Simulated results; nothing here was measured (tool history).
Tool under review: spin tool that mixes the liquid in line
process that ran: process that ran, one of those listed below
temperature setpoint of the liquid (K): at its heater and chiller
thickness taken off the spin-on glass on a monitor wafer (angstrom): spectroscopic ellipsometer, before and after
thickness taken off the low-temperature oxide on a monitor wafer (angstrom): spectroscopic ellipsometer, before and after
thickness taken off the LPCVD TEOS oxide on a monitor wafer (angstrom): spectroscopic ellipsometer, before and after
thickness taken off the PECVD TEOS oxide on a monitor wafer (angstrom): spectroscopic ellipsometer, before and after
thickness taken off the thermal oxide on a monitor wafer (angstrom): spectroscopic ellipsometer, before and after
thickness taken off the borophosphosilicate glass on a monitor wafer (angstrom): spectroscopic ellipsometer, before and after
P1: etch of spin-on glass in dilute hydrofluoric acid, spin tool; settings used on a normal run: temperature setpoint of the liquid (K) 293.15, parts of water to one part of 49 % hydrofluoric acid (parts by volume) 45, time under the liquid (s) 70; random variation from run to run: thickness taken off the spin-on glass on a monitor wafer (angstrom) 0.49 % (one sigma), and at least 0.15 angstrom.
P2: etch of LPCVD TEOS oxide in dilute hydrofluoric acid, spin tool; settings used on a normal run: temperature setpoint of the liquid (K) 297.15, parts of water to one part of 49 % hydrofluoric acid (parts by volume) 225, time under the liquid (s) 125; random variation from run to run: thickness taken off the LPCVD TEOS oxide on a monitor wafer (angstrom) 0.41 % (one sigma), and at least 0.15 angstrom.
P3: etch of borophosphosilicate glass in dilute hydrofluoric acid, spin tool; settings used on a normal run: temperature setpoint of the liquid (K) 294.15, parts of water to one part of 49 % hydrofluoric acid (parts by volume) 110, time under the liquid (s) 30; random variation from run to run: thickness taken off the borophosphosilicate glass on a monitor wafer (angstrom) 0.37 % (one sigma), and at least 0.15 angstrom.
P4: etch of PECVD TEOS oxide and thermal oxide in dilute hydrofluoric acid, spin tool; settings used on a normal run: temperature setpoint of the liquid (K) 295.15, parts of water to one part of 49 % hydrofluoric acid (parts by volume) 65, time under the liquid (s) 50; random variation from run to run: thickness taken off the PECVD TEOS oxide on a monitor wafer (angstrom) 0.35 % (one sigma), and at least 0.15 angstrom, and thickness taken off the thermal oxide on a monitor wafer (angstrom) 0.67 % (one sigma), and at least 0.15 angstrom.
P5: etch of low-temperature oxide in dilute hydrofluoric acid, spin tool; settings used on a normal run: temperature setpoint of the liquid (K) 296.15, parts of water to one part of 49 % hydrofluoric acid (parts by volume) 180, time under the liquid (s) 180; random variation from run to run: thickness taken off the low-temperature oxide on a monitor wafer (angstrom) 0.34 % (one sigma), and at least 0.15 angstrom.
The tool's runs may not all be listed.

run     day  process that ran  temperature setpoint of the liquid (K)  parts of water to one part of 49 % hydrofluoric acid (parts by volume)  time under the liquid (s)  thickness taken off the spin-on glass on a monitor wafer (angstrom)  thickness taken off the low-temperature oxide on a monitor wafer (angstrom)  thickness taken off the LPCVD TEOS oxide on a monitor wafer (angstrom)  thickness taken off the PECVD TEOS oxide on a monitor wafer (angstrom)  thickness taken off the thermal oxide on a monitor wafer (angstrom)  thickness taken off the borophosphosilicate glass on a monitor wafer (angstrom)
  1   0.642                P1                                  293.15                                                                      45                         70                                                               591.09
  2   1.029                P5                                  296.15                                                                      40                        180                                                                                                                                            881.37
  3   1.375                P1                                  293.15                                                                      45                         70                                                               590.95
  4   1.933                P1                                  293.15                                                                      45                         70                                                               588.24
  5   2.458                P1                                  290.15                                                                      45                         70                                                               520.67
  6   3.004                P2                                  297.15                                                                     225                        125                                                                                                                                                                                                                    120.95
  7   3.383                P1                                  290.15                                                                      45                         15                                                               110.24
      3.858  -- hydrofluoric acid flow meter replaced
  8   4.042                P4                                  295.15                                                                      65                         50                                                                                                                                                                                                                                                                                            106.43                                                                35.46
  9   4.646                P3                                  294.15                                                                     110                         30                                                                                                                                                                                                                                                                                                                                                                                                                                                  110.97
 10    4.95                P1                                  293.15                                                                      75                         15                                                               73.064
 11   5.408                P5                                  296.15                                                                     180                        180                                                                                                                                            165.68
 12   5.767                P1                                  293.15                                                                      45                         70                                                               589.14
 13   6.167                P1                                  293.15                                                                      25                         70                                                               1089.7
 14   6.792                P4                                  290.15                                                                      65                         50                                                                                                                                                                                                                                                                                            85.996                                                               28.883
 15   7.438                P1                                  293.15                                                                      45                         70                                                               590.29
 16   7.988                P3                                  294.15                                                                     110                         15                                                                                                                                                                                                                                                                                                                                                                                                                                                  54.361
 17   8.433                P3                                  290.15                                                                     110                         30                                                                                                                                                                                                                                                                                                                                                                                                                                                  92.606
 18   8.742                P3                                  294.15                                                                     110                         30                                                                                                                                                                                                                                                                                                                                                                                                                                                  110.46
 19   9.146                P4                                  295.15                                                                      65                         90                                                                                                                                                                                                                                                                                            190.07                                                               63.568
 20   9.454                P2                                  297.15                                                                     225                        235                                                                                                                                                                                                                    226.23
 21   9.825                P5                                  290.15                                                                     180                        180                                                                                                                                            131.47
 22  10.375                P5                                  296.15                                                                     180                         15                                                                                                                                            13.484
 23  10.808                P1                                  290.15                                                                      70                         70                                                               321.25
 24  11.125                P1                                  293.15                                                                      70                         70                                                               367.51
 25  11.425                P1                                  293.15                                                                      45                         70                                                               591.29
 26  12.008                P1                                  293.15                                                                      45                         15                                                               126.06
 27  12.529                P1                                  293.15                                                                      45                        135                                                               1143.5
 28  13.192                P3                                  294.15                                                                      20                         30                                                                                                                                                                                                                                                                                                                                                                                                                                                  675.54
 29  13.692                P4                                  295.15                                                                      20                         50                                                                                                                                                                                                                                                                                             364.1                                                               122.02
 30  14.208                P1                                  293.15                                                                      45                         70                                                               595.13
 31  14.621                P1                                  300.15                                                                      45                         70                                                               786.82
 32  15.179                P2                                  297.15                                                                     225                        125                                                                                                                                                                                                                    121.26
 33  15.667                P2                                  303.65                                                                     225                        125                                                                                                                                                                                                                    152.79
 34  16.321                P2                                  297.15                                                                     140                        125                                                                                                                                                                                                                    212.11
 35  16.925                P1                                  293.15                                                                      45                         70                                                               585.65
 36  17.383                P1                                  293.15                                                                      45                         70                                                               608.23
 37  18.012                P1                                  293.15                                                                      45                         70                                                                627.7
 38  18.408                P1                                  293.15                                                                      45                         70                                                               635.68
 39   19.05                P1                                  293.15                                                                      45                         70                                                               646.89
 40  19.638                P1                                  293.15                                                                      45                         70                                                               639.21
 41  20.283                P1                                  293.15                                                                      45                         70                                                               647.91
 42  20.854                P1                                  293.15                                                                      45                         70                                                               648.46
 43  21.325                P1                                  293.15                                                                      45                         70                                                               648.36
 44  21.629                P1                                  293.15                                                                      45                         70                                                               655.43

What P1 gives has crept off from where it sat before. The 2 causes that follow fit the log equally well, each at the size noted:
A: hydrofluoric acid flow above the setpoint (%) = 9.96
B: liquid hotter than its thermometer reads (K) = 2.37
The drift started at roughly day 16.925.

Of the 4 check runs listed below, each run on one wafer and each result written as a question mark, which would let you distinguish the listed causes because they would give clearly different results?
check 1  21.933                P2                                  301.65                                                                     225                        125                                                                                                                                                                                                                         ?
check 2  21.933                P3                                  290.15                                                                     110                         30                                                                                                                                                                                                                                                                                                                                                                                                                                                       ?
check 3  21.933                P4                                  290.65                                                                      20                         50                                                                                                                                                                                                                                                                                                 ?                                                                    ?
check 4  21.933                P5                                  296.15                                                                      50                         45                                                                                                                                                 ?

Expected result of each check under each candidate cause:
  check                                                                           result    if A    if B
check 1           thickness taken off the LPCVD TEOS oxide on a monitor wafer (angstrom)  159.86   153.9
check 2  thickness taken off the borophosphosilicate glass on a monitor wafer (angstrom)  103.65  102.94
check 3           thickness taken off the PECVD TEOS oxide on a monitor wafer (angstrom)  330.91  333.26
check 3              thickness taken off the thermal oxide on a monitor wafer (angstrom)  110.04  110.82
check 4      thickness taken off the low-temperature oxide on a monitor wafer (angstrom)  192.76   192.1
Per-check spread between the two closest causes, in the result where they differ most: check 1 3.8 %; check 2 0.68 %; check 3 0.71 %; check 4 0.35 %
Check 1 tells the causes apart: in the others they would give nearly the same result.

Check 1 was then run and gave: thickness taken off the LPCVD TEOS oxide on a monitor wafer (angstrom) 160.82. Which cause is it?

It was cause A: hydrofluoric acid flow above the setpoint (%).
